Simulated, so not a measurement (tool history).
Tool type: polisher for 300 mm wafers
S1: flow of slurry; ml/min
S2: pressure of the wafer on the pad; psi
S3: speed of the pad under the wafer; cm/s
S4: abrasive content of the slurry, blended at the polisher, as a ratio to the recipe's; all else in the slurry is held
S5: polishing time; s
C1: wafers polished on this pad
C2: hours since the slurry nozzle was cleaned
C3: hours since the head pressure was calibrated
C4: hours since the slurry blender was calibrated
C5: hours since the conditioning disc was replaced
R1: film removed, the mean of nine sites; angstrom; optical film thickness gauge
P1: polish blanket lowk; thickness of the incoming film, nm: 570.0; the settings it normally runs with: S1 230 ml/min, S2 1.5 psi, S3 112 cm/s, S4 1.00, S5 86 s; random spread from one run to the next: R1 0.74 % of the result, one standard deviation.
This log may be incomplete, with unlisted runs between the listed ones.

run	day	S1	S2	S3	S4	S5	C1	C2	C3	C4	C5	R1
1	0.221	230	1.5	112	1.00	86	382	424.9	400.3	89.5	184.5	377.74
2	0.354	230	1.5	112	0.60	86	418	428.1	403.5	92.7	187.7	292.82
3	0.554	230	1.5	166	1.00	86	472	432.9	408.3	97.5	192.5	524.06
4	0.688	230	1.5	82	1.00	86	509	436.1	411.5	100.7	195.7	296.67
5	0.925	230	1.5	112	0.65	40	573	441.8	417.2	106.4	201.4	140.67
6	1.121	230	1.5	112	1.00	86	626	446.5	421.9	111.1	206.1	378.79
7	1.292	230	1.5	112	1.00	86	673	450.6	426.0	115.2	210.2	376.55
# day 1.379: slurry nozzle cleaned
8	1.425	230	1.5	112	1.00	86	709	1.1	429.2	118.4	213.4	372.66
# day 1.546: slurry blender recalibrated
# day 1.583: conditioning disc replaced and pad reconditioned
9	1.671	230	1.5	112	1.00	39	775	7.0	435.1	3.0	2.1	173.19
10	1.788	230	1.5	112	1.35	86	807	9.8	437.9	5.8	4.9	427.64
11	1.967	230	0.8	112	1.00	86	856	14.1	442.2	10.1	9.2	201.74
12	2.192	230	1.5	112	1.00	86	917	19.5	447.6	15.5	14.6	379.55
13	2.338	365	1.5	112	1.00	86	956	23.0	451.1	19.0	18.1	387.30
14	2.517	145	1.5	112	1.00	86	1005	27.3	455.4	23.3	22.4	349.66
15	2.658	230	2.3	112	1.00	86	1043	30.7	458.8	26.7	25.8	572.64

Run 16, settings as shown, results not yet in. Your forecast:
16	2.779	230	1.5	112	1.00	122	1076	33.6	461.7	29.6	28.7	?

Run 16 came out at R1 532.66 angstrom.
